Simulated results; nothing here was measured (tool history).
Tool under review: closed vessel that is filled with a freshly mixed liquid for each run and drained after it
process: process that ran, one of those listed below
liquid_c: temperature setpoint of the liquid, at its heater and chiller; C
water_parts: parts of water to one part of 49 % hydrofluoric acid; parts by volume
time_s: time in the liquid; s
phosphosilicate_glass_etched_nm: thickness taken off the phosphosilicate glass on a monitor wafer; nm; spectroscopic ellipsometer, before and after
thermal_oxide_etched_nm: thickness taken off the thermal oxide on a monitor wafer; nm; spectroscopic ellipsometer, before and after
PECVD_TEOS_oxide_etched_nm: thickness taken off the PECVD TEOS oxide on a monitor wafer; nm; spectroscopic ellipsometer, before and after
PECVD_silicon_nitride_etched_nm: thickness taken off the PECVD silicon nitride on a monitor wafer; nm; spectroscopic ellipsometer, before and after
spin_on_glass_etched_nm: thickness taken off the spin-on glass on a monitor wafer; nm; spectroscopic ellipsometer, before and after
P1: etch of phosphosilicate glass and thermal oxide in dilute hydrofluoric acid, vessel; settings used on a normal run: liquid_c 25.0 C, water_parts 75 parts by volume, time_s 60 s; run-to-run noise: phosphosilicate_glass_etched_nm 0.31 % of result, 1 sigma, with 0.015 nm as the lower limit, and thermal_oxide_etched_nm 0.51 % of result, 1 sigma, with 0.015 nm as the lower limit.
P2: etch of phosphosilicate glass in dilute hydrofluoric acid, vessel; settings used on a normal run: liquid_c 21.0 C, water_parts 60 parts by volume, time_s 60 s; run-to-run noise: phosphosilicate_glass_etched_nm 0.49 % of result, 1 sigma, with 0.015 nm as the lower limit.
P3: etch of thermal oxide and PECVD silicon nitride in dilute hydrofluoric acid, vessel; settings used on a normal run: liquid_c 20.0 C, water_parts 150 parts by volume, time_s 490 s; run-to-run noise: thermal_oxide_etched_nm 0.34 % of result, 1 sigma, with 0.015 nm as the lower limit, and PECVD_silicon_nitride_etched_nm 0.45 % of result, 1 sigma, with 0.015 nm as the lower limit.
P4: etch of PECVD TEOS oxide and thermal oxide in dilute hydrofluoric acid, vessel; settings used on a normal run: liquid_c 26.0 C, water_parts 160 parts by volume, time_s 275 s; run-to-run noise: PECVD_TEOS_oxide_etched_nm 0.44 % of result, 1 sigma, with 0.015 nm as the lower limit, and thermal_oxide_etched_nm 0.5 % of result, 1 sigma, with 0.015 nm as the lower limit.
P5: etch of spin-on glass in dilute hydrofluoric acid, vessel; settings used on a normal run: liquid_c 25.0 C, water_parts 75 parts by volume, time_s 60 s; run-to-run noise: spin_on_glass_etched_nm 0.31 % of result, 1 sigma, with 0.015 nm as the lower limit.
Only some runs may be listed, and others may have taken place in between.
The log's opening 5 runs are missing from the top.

run   hour  process  liquid_c  water_parts  time_s  hours since the thermometer was replaced  hours since the hydrofluoric acid flow meter was replaced  phosphosilicate_glass_etched_nm  thermal_oxide_etched_nm  PECVD_TEOS_oxide_etched_nm  PECVD_silicon_nitride_etched_nm  spin_on_glass_etched_nm
  6   66.6       P5      25.0           75      60                                    2075.0                                                     1517.9                                                                                                                                          33.976
  7   80.2       P5      18.0           75      60                                    2088.6                                                     1531.5                                                                                                                                          25.454
  8   90.3       P3      20.0           35     490                                    2098.7                                                     1541.6                                                   60.7570                                                       58.362
      95.3  -- hydrofluoric acid flow meter replaced
  9  104.0       P4      26.0          160     275                                    2112.4                                                        8.8                                                    8.4176                      26.698
 10  112.2       P1      25.0           75      60                                    2120.6                                                       17.0                          143.900                   4.0347
 11  124.5       P5      25.0           75      30                                    2132.9                                                       29.3                                                                                                                                          16.919
 12  133.2       P1      25.0          110      60                                    2141.6                                                       38.0                           93.774                   2.6690
 13  146.7       P3      27.0          150     490                                    2155.1                                                       51.5                                                   16.2570                                                       22.156
 14  155.5       P1      25.0           75      90                                    2163.9                                                       60.3                          216.500                   6.1134
 15  170.2       P2      21.0           60      95                                    2178.6                                                       75.0                          247.760
 16  185.3       P1      19.5           75      95                                    2193.7                                                       90.1                          182.140                   5.2103
 17  197.0       P1      29.0           75      60                                    2205.4                                                      101.8                          167.970                   4.7847
 18  206.1       P1      25.0           75      60                                    2214.5                                                      110.9                          143.230                   4.0852
 19  220.8       P1      25.0           35      60                                    2229.2                                                      125.6                          328.350                   9.1414

Estimate the outcome of run 20 from the log above:
 20  231.5       P1      25.0           75      30                                    2239.9                                                      136.3                                ?                        ?

phosphosilicate_glass_etched_nm: 72.095 nm
thermal_oxide_etched_nm: 2.0201 nm
